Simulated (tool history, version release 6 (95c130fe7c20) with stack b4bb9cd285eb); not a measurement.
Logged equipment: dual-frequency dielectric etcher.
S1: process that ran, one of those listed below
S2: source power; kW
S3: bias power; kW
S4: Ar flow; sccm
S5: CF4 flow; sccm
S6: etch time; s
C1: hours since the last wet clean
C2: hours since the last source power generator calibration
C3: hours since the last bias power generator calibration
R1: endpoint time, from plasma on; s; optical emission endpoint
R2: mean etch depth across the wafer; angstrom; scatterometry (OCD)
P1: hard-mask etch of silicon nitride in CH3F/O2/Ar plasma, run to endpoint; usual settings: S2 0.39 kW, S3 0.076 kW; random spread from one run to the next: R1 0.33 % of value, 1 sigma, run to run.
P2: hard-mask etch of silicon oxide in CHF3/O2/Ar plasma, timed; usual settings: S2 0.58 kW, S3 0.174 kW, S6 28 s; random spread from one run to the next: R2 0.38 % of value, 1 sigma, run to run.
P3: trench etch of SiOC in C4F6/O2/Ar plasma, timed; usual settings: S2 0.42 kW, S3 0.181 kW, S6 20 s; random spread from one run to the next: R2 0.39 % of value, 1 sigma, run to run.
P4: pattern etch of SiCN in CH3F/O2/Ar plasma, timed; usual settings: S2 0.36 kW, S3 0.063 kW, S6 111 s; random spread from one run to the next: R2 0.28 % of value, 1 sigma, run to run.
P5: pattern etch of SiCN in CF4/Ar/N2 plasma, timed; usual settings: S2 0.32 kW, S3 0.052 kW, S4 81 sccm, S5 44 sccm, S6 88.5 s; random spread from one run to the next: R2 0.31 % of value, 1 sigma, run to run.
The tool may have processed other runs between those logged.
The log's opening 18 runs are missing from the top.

{"run": 19, "hour": 111.4, "S1": "P4", "S2": 0.36, "S3": 0.063, "S6": 111, "C1": 72, "C2": 518.3, "C3": 1353, "R2": 386.11}
{"run": 20, "hour": 118.2, "S1": "P4", "S2": 0.36, "S3": 0.063, "S6": 163.5, "C1": 78.8, "C2": 525.1, "C3": 1359.8, "R2": 564.62}
{"run": 21, "hour": 122.7, "S1": "P3", "S2": 0.42, "S3": 0.181, "S6": 26, "C1": 83.3, "C2": 529.6, "C3": 1364.3, "R2": 555.74}
{"run": 22, "hour": 129.5, "S1": "P2", "S2": 0.58, "S3": 0.174, "S6": 28, "C1": 90.1, "C2": 536.4, "C3": 1371.1, "R2": 540.69}
{"run": 23, "hour": 136.1, "S1": "P1", "S2": 0.3, "S3": 0.095, "C1": 96.7, "C2": 543, "C3": 1377.7, "R1": 59.908}
{"run": 24, "hour": 141.2, "S1": "P2", "S2": 0.44, "S3": 0.174, "S6": 28, "C1": 101.8, "C2": 548.1, "C3": 1382.8, "R2": 484.81}
{"run": 25, "hour": 147.8, "S1": "P5", "S2": 0.32, "S3": 0.052, "S4": 53, "S5": 44, "S6": 88.5, "C1": 108.4, "C2": 554.7, "C3": 1389.4, "R2": 514.82}
{"run": 26, "hour": 155.6, "S1": "P5", "S2": 0.32, "S3": 0.052, "S4": 81, "S5": 44, "S6": 88.5, "C1": 116.2, "C2": 562.5, "C3": 1397.2, "R2": 478.45}
{"run": 27, "hour": 161.4, "S1": "P5", "S2": 0.38, "S3": 0.052, "S4": 81, "S5": 44, "S6": 88.5, "C1": 122, "C2": 568.3, "C3": 1403, "R2": 555.74}

Run 28 comes next. What will it give?
{"run": 28, "hour": 167.7, "S1": "P5", "S2": 0.32, "S3": 0.052, "S4": 81, "S5": 44, "S6": 117, "C1": 128.3, "C2": 574.6, "C3": 1409.3, "R2": "?"}

Run 28 gave R2 635.94 angstrom.

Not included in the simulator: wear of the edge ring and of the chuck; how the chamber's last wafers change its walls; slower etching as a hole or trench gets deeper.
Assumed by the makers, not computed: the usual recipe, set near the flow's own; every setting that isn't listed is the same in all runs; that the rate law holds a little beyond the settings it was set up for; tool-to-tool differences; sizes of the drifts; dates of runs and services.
